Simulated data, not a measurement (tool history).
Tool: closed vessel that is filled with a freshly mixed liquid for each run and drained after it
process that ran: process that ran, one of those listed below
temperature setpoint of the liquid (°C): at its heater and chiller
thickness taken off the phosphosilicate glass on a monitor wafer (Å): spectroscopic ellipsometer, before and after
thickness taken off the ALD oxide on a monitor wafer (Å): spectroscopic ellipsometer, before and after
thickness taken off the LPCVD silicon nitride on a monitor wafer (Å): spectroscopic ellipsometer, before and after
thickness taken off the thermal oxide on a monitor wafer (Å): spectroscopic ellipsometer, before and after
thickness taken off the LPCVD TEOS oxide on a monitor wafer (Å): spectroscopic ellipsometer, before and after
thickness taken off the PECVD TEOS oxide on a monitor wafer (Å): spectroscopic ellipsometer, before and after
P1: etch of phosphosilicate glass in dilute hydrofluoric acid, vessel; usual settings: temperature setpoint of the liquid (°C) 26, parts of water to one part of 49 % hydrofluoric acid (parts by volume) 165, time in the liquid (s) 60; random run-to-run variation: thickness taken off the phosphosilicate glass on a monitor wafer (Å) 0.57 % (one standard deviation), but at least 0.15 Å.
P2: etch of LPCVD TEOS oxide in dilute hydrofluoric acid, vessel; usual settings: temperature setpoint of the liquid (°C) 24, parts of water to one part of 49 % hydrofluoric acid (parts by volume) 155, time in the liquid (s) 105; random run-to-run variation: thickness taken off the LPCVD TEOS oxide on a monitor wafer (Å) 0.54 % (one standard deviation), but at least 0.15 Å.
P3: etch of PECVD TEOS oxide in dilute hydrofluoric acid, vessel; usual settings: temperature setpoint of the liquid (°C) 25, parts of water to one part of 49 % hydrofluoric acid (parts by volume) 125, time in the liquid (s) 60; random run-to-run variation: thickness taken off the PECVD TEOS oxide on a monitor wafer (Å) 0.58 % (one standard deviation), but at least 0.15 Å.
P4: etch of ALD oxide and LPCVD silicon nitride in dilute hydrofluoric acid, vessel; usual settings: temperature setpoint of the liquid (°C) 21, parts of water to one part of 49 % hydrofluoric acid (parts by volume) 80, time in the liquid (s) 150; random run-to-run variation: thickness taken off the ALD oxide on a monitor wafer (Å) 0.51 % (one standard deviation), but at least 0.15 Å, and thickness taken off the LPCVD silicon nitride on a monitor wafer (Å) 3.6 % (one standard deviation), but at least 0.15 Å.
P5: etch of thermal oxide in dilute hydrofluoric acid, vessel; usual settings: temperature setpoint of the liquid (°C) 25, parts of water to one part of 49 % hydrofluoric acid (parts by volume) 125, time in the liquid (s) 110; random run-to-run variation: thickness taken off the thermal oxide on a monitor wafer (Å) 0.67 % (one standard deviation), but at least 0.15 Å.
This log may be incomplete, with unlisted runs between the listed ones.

run,hour,process that ran,temperature setpoint of the liquid (°C),parts of water to one part of 49 % hydrofluoric acid (parts by volume),time in the liquid (s),hours since the thermometer was replaced,hours since the hydrofluoric acid flow meter was replaced,thickness taken off the phosphosilicate glass on a monitor wafer (Å),thickness taken off the ALD oxide on a monitor wafer (Å),thickness taken off the LPCVD silicon nitride on a monitor wafer (Å),thickness taken off the thermal oxide on a monitor wafer (Å),thickness taken off the LPCVD TEOS oxide on a monitor wafer (Å),thickness taken off the PECVD TEOS oxide on a monitor wafer (Å)
1,6.6,P1,26,165,60,362.7,64.8,219.67,,,,,
2,11.5,P4,21,35,150,367.6,69.7,,858.96,16.414,,,
3,18.6,P5,25,125,45,374.7,76.8,,,,16.407,,
4,23.7,P1,31,165,60,379.8,81.9,263.85,,,,,
5,27.4,P1,26,165,60,383.5,85.6,221.61,,,,,
6,33.1,P1,19,165,60,389.2,91.3,166.54,,,,,
7,38.3,P2,24,155,105,394.4,96.5,,,,,359.25,
8,46.7,P1,26,165,90,402.8,104.9,330.36,,,,,
9,53.1,P3,25,75,60,409.2,111.3,,,,,,199.5
10,59.2,P1,33,165,95,415.3,117.4,448.12,,,,,
11,63.5,P3,31,125,60,419.6,121.7,,,,,,141.41
12,70.4,P1,31,165,35,426.5,128.6,154.18,,,,,
# hour 73.2: hydrofluoric acid flow meter replaced
13,74.4,P1,26,295,60,430.5,1.3,105.71,,,,,
14,79.7,P1,26,165,60,435.8,6.6,220.06,,,,,
15,87.4,P3,25,125,60,443.5,14.3,,,,,,112.9
16,93.2,P4,21,80,150,449.3,20.1,,355.64,7.6813,,,
17,97.5,P2,24,25,105,453.6,24.4,,,,,2569.5,
18,103.6,P4,29,80,150,459.7,30.5,,487.01,11.831,,,
19,107.3,P1,26,165,30,463.4,34.2,109.31,,,,,
20,114.3,P1,26,165,60,470.4,41.2,220.27,,,,,
21,118.9,P2,31.5,155,105,475,45.8,,,,,468.28,
22,122.9,P4,21,80,150,479,49.8,,356.6,7.2495,,,
23,127,P2,24,155,205,483.1,53.9,,,,,689.1,
24,131.4,P4,21,80,300,487.5,58.3,,714.76,14.091,,,
25,136.3,P3,25,125,85,492.4,63.2,,,,,,157.23
26,140.9,P1,26,60,60,497,67.8,696.59,,,,,
27,144.8,P1,26,165,60,500.9,71.7,220.46,,,,,
28,152.8,P5,25,215,110,508.9,79.7,,,,20.898,,
29,156.8,P1,26,165,60,512.9,83.7,222.42,,,,,
30,163.2,P5,25,125,110,519.3,90.1,,,,39.338,,
31,170.3,P5,19,125,110,526.4,97.2,,,,31.268,,
32,175.6,P1,26,165,60,531.7,102.5,218.65,,,,,
33,182.8,P1,26,165,60,538.9,109.7,230.18,,,,,
34,189.4,P1,26,165,60,545.5,116.3,234.72,,,,,
35,197.8,P1,26,165,60,553.9,124.7,236.49,,,,,
36,204.5,P1,26,165,60,560.6,131.4,238.45,,,,,
37,210.3,P1,26,165,60,566.4,137.2,238.58,,,,,
38,217.7,P1,26,165,60,573.8,144.6,239.69,,,,,
39,223.2,P1,26,165,60,579.3,150.1,241.68,,,,,

Something has made what P1 gives creep away from where it was; the 2 causes below, each at its own stated size, fit the log equally well:
A: hydrofluoric acid flow above the setpoint (%) = 7.27
B: liquid hotter than its thermometer reads (K) = 2.28
At approximately hour 175.6, the process output began to creep.

The list below offers 4 check runs, each averaging the results of 5 wafers, and shows each result as a question mark. For which of them would the listed causes give clearly different results?
check 1,228.7,P2,31,155,105,,,,,,,?,
check 2,228.7,P5,25,200,110,,,,,,?,,
check 3,228.7,P4,21,55,235,,,,?,?,,,
check 4,228.7,P3,28.5,125,60,,,,,,,,?

How each check would come out, cause by cause:
check,result,if A,if B
check 1,thickness taken off the LPCVD TEOS oxide on a monitor wafer (Å),499.2,497.01
check 2,thickness taken off the thermal oxide on a monitor wafer (Å),24.622,24.552
check 3,thickness taken off the ALD oxide on a monitor wafer (Å),902.14,920.43
check 3,thickness taken off the LPCVD silicon nitride on a monitor wafer (Å),17.763,19.38
check 4,thickness taken off the PECVD TEOS oxide on a monitor wafer (Å),139.54,139.9
How far apart the two closest causes lie, in the result that separates them most: check 1 0.44 %; check 2 0.29 %; check 3 8.71 %; check 4 0.26 %
Only in check 3 would the causes give clearly different results; in the remaining checks their results would be nearly the same.

The results of check 3 are: thickness taken off the ALD oxide on a monitor wafer (Å) 920.01; thickness taken off the LPCVD silicon nitride on a monitor wafer (Å) 19.538. Based on these, which of the listed causes is it?

The correct cause is B, namely: liquid hotter than its thermometer reads (K).
